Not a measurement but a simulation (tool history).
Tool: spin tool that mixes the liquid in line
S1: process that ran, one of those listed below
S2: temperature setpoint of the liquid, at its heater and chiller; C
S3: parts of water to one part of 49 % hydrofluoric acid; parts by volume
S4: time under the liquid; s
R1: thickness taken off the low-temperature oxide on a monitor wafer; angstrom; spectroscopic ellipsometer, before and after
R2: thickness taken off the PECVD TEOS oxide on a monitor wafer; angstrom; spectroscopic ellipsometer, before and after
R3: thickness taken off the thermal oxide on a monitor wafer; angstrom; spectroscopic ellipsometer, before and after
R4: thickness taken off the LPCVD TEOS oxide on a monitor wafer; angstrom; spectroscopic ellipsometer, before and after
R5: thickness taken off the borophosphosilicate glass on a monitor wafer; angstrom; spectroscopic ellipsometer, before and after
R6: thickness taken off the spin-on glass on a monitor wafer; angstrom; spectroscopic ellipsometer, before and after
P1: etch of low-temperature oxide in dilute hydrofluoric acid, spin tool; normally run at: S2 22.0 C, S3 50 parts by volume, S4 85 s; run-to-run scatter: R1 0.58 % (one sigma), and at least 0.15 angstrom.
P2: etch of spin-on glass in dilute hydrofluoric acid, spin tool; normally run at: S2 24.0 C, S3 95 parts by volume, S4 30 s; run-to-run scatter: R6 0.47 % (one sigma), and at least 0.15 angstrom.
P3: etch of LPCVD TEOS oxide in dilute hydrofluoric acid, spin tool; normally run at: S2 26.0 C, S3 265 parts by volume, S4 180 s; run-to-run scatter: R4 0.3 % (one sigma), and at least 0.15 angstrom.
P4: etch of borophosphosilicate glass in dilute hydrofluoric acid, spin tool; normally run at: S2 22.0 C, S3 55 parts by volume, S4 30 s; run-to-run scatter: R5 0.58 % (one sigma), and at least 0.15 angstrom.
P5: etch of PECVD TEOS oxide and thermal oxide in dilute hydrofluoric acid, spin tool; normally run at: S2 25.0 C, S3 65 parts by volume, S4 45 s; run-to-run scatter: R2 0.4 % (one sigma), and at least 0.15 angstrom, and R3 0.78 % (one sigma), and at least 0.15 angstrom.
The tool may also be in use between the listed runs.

run,hour,S1,S2,S3,S4,R1,R2,R3,R4,R5,R6
1,13.6,P1,22.0,50,85,399.89,,,,,
2,20.5,P5,25.0,65,25,,112.10,20.249,,,
3,32.3,P3,26.0,265,50,,,,57.206,,
4,44.9,P1,22.0,50,85,403.21,,,,,
5,56.8,P1,17.0,50,160,616.62,,,,,
6,67.3,P5,25.0,65,45,,200.85,36.309,,,
7,75.4,P1,17.0,50,85,325.27,,,,,
8,83.7,P3,26.0,265,180,,,,204.050,,
9,94.7,P1,27.5,50,140,833.89,,,,,
10,104.0,P4,22.0,55,30,,,,,365.95,
11,113.9,P3,26.0,380,180,,,,126.980,,
12,122.8,P5,18.0,65,45,,150.95,27.574,,,
13,132.2,P1,22.0,50,135,642.66,,,,,
14,139.7,P1,22.0,50,85,403.99,,,,,
15,147.1,P1,22.0,85,85,228.77,,,,,
16,158.4,P3,18.0,265,180,,,,152.430,,
17,172.0,P1,22.0,50,85,405.65,,,,,
18,186.3,P2,24.0,95,30,,,,,,170.64
19,200.1,P4,22.0,55,30,,,,,361.29,
20,211.1,P4,22.0,30,30,,,,,689.78,
21,223.4,P1,22.0,50,85,403.69,,,,,
22,233.3,P2,17.0,95,30,,,,,,128.71
23,240.2,P4,29.0,55,30,,,,,479.85,
24,252.4,P1,22.0,50,25,118.68,,,,,
# hour 257.0: thermometer replaced
25,260.0,P5,25.0,65,45,,202.01,36.149,,,
26,269.7,P1,28.0,50,85,517.83,,,,,
27,278.2,P2,24.0,25,30,,,,,,711.33
28,286.8,P2,24.0,95,50,,,,,,286.74
29,296.0,P4,22.0,55,15,,,,,181.87,
30,310.2,P1,22.0,50,85,403.60,,,,,
31,322.4,P1,22.0,25,85,834.03,,,,,
32,335.0,P5,25.0,30,45,,459.13,81.913,,,
33,344.1,P1,27.5,90,85,268.28,,,,,
34,355.7,P1,22.0,50,85,403.32,,,,,
35,369.6,P1,22.0,50,85,405.84,,,,,
36,380.7,P1,22.0,50,85,425.95,,,,,
37,392.7,P1,22.0,50,85,436.50,,,,,
38,404.8,P1,22.0,50,85,440.90,,,,,
39,412.0,P1,22.0,50,85,440.32,,,,,
40,422.4,P1,22.0,50,85,442.29,,,,,
41,433.4,P1,22.0,50,85,439.82,,,,,

What P1 gives has crept away from where it was. These 2 causes fit the log equally well, each at the size given:
A: hydrofluoric acid flow above the setpoint (%) = 8.8
B: liquid hotter than its thermometer reads (K) = 2.16
The creep began at about hour 369.6.

4 check runs are offered, one wafer each, their results left as question marks. Which one tells the causes apart?
check 1,444.4,P3,26.0,265,180,,,,?,,
check 2,444.4,P5,25.0,65,45,,?,?,,,
check 3,444.4,P4,22.0,55,30,,,,,?,
check 4,444.4,P2,24.0,95,30,,,,,,?

What each check would give under each cause:
check,result,if A,if B
check 1,R4,227.440,220.000
check 2,R2,222.12,221.00
check 2,R3,39.728,39.528
check 3,R5,396.50,396.19
check 4,R6,188.54,186.89
How far apart the two closest causes lie, in the result that separates them most: check 1 3.32 %; check 2 0.51 %; check 3 0.08 %; check 4 0.88 %
Only check 1 tells the causes apart: in the others they would give nearly the same result.

Check 1 was then run and gave: R4 228.260 angstrom. Which cause is it?

It is A: hydrofluoric acid flow above the setpoint (%).

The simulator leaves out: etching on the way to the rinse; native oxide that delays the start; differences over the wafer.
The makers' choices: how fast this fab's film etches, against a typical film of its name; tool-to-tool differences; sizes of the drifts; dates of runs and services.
